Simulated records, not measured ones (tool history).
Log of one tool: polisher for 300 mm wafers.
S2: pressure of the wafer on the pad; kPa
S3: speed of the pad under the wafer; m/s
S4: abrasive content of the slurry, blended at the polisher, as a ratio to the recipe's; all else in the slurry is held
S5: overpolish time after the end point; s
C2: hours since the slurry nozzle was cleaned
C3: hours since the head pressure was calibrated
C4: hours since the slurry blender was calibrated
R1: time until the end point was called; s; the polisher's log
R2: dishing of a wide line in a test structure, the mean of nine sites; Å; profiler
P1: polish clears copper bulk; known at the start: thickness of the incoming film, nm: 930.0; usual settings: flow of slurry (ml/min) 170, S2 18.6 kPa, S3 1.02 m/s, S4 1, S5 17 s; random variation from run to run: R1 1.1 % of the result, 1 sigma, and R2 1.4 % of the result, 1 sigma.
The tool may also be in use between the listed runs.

Run 1, hour 13.8: flow of slurry (ml/min) 170, S2 18.6 kPa, S3 1.02 m/s, S4 1, S5 17 s; wafers polished on this pad 234; C2 258.1; C3 283.8; C4 48.3. Result: R1 128.32 s, R2 670.49 Å.
Run 2, hour 19.9: flow of slurry (ml/min) 170, S2 18.6 kPa, S3 1.02 m/s, S4 1, S5 17 s; wafers polished on this pad 269; C2 264.2; C3 289.9; C4 54.4. Result: R1 129.11 s, R2 637.62 Å.
Run 3, hour 32.8: flow of slurry (ml/min) 170, S2 18.6 kPa, S3 1.02 m/s, S4 1, S5 17 s; wafers polished on this pad 345; C2 277.1; C3 302.8; C4 67.3. Result: R1 128.38 s, R2 657.59 Å.
Run 4, hour 40.6: flow of slurry (ml/min) 170, S2 18.6 kPa, S3 1.02 m/s, S4 1, S5 17 s; wafers polished on this pad 391; C2 284.9; C3 310.6; C4 75.1. Result: R1 130.54 s, R2 675.53 Å.
Run 5, hour 52: flow of slurry (ml/min) 170, S2 18.6 kPa, S3 1.6 m/s, S4 1, S5 17 s; wafers polished on this pad 457; C2 296.3; C3 322; C4 86.5. Result: R1 82.679 s, R2 842.3 Å.
Run 6, hour 58.4: flow of slurry (ml/min) 170, S2 18.6 kPa, S3 1.02 m/s, S4 1.45, S5 17 s; wafers polished on this pad 495; C2 302.7; C3 328.4; C4 92.9. Result: R1 120.33 s, R2 693.77 Å.
Run 7, hour 70: flow of slurry (ml/min) 100, S2 18.6 kPa, S3 1.02 m/s, S4 1, S5 17 s; wafers polished on this pad 563; C2 314.3; C3 340; C4 104.5. Result: R1 142.35 s, R2 626.61 Å.
Run 8, hour 76.4: flow of slurry (ml/min) 170, S2 18.6 kPa, S3 1.02 m/s, S4 0.55, S5 17 s; wafers polished on this pad 600; C2 320.7; C3 346.4; C4 110.9. Result: R1 146.91 s, R2 620.1 Å.
Run 9, hour 90.2: flow of slurry (ml/min) 170, S2 18.6 kPa, S3 1.02 m/s, S4 1, S5 10 s; wafers polished on this pad 681; C2 334.5; C3 360.2; C4 124.7. Result: R1 129.33 s, R2 446.35 Å.
Run 10, hour 99.9: flow of slurry (ml/min) 170, S2 23.4 kPa, S3 1.02 m/s, S4 1, S5 29 s; wafers polished on this pad 738; C2 344.2; C3 369.9; C4 134.4. Result: R1 101.64 s, R2 1009.2 Å.
Run 11, hour 108.5: flow of slurry (ml/min) 170, S2 18.6 kPa, S3 0.5 m/s, S4 1, S5 17 s; wafers polished on this pad 788; C2 352.8; C3 378.5; C4 143. Result: R1 256.25 s, R2 380.78 Å.
Run 12, hour 114.9: flow of slurry (ml/min) 170, S2 18.6 kPa, S3 1.02 m/s, S4 1, S5 33 s; wafers polished on this pad 826; C2 359.2; C3 384.9; C4 149.4. Result: R1 128.37 s, R2 900.88 Å.
Run 13, hour 122.4: flow of slurry (ml/min) 250, S2 18.6 kPa, S3 1.02 m/s, S4 1, S5 17 s; wafers polished on this pad 870; C2 366.7; C3 392.4; C4 156.9. Result: R1 122.14 s, R2 678.9 Å.
Run 14, hour 135.4: flow of slurry (ml/min) 170, S2 18.6 kPa, S3 1.02 m/s, S4 1, S5 17 s; wafers polished on this pad 946; C2 379.7; C3 405.4; C4 169.9. Result: R1 126.73 s, R2 667.16 Å.
Run 15, hour 145: flow of slurry (ml/min) 170, S2 28.3 kPa, S3 1.02 m/s, S4 1, S5 17 s; wafers polished on this pad 1002; C2 389.3; C3 415; C4 179.5. Result: R1 84.61 s, R2 895.75 Å.
Run 16, hour 153.7: flow of slurry (ml/min) 170, S2 12.4 kPa, S3 1.02 m/s, S4 1, S5 17 s; wafers polished on this pad 1053; C2 398; C3 423.7; C4 188.2. Result: R1 197.02 s, R2 466.32 Å.
Run 17, hour 167.8: flow of slurry (ml/min) 170, S2 18.6 kPa, S3 1.02 m/s, S4 1, S5 17 s; wafers polished on this pad 1135; C2 412.1; C3 437.8; C4 202.3. Result: R1 131.24 s, R2 660.36 Å.
Run 18, hour 178.8: flow of slurry (ml/min) 170, S2 18.6 kPa, S3 1.02 m/s, S4 1, S5 17 s; wafers polished on this pad 1200; C2 423.1; C3 448.8; C4 213.3. Result: R1 128.59 s, R2 636.76 Å.
Run 19, hour 192.4: flow of slurry (ml/min) 170, S2 18.6 kPa, S3 1.02 m/s, S4 1, S5 17 s; wafers polished on this pad 1280; C2 436.7; C3 462.4; C4 226.9. Result: R1 135.25 s, R2 619.27 Å.
Run 20, hour 201.5: flow of slurry (ml/min) 170, S2 18.6 kPa, S3 1.02 m/s, S4 1, S5 17 s; wafers polished on this pad 1333; C2 445.8; C3 471.5; C4 236. Result: R1 135.97 s, R2 614.79 Å.
Run 21, hour 213.3: flow of slurry (ml/min) 170, S2 18.6 kPa, S3 1.02 m/s, S4 1, S5 17 s; wafers polished on this pad 1402; C2 457.6; C3 483.3; C4 247.8. Result: R1 136.87 s, R2 640.14 Å.
At hour 215.5: head pressure recalibrated.
At hour 216.6: slurry blender recalibrated.
Run 22, hour 224.6: flow of slurry (ml/min) 170, S2 18.6 kPa, S3 1.02 m/s, S4 1, S5 17 s; wafers polished on this pad 1468; C2 468.9; C3 9.2; C4 8.1. Result: R1 134.77 s, R2 644.51 Å.
Run 23, hour 232.6: flow of slurry (ml/min) 170, S2 18.6 kPa, S3 1.02 m/s, S4 1, S5 17 s; wafers polished on this pad 1515; C2 476.9; C3 17.2; C4 16.1. Result: R1 137.04 s, R2 617.49 Å.
Run 24, hour 244.7: flow of slurry (ml/min) 170, S2 18.6 kPa, S3 1.02 m/s, S4 1, S5 17 s; wafers polished on this pad 1586; C2 489; C3 29.3; C4 28.2. Result: R1 136.65 s, R2 629.79 Å.

What P1 gives has crept away from where it was. These 2 causes fit the log equally well, each at the size given:
A: removal rate lost through wear of the pad, % = 5.66
B: slurry flow missing at the pad, % = 27.8
The creep began at about hour 167.8.
Why every other cause is out:
head's pressure below its setpoint, %: serviced at hour 215.5, which brought nothing back
abrasive missing from the slurry, %: serviced at hour 216.6, which brought nothing back

4 check runs are offered, each on 5 wafers whose results are averaged, their results left as question marks. Which one tells the causes apart?
Run check 1, hour 256.8: flow of slurry (ml/min) 100, S2 18.6 kPa, S3 1.02 m/s, S4 1, S5 17 s. Result: R1 ?, R2 ?.
Run check 2, hour 256.8: flow of slurry (ml/min) 170, S2 18.6 kPa, S3 1.02 m/s, S4 1, S5 29 s. Result: R1 ?, R2 ?.
Run check 3, hour 256.8: flow of slurry (ml/min) 170, S2 18.6 kPa, S3 1.56 m/s, S4 1, S5 33 s. Result: R1 ?, R2 ?.
Run check 4, hour 256.8: flow of slurry (ml/min) 170, S2 18.6 kPa, S3 1.02 m/s, S4 0.55, S5 17 s. Result: R1 ?, R2 ?.

What each check would give under each cause:
  check  result    if A    if B
check 1      R1  151.56  157.01
check 1      R2  590.61  576.61
check 2      R1  136.48  136.48
check 2      R2  851.01     851
check 3      R1  89.237  89.237
check 3      R2  1029.8  1029.8
check 4      R1  154.41  154.41
check 4      R2  583.19  583.19
How far apart the two closest causes lie, in the result that separates them most: check 1 3.53 %; check 2 0 %; check 3 0 %; check 4 0 %
Check 1 tells the causes apart: in the others they would give nearly the same result.

Then check 1 was run and gave: R1 158.34 s; R2 580.04 Å. Which cause is it?

It is B: slurry flow missing at the pad, %.
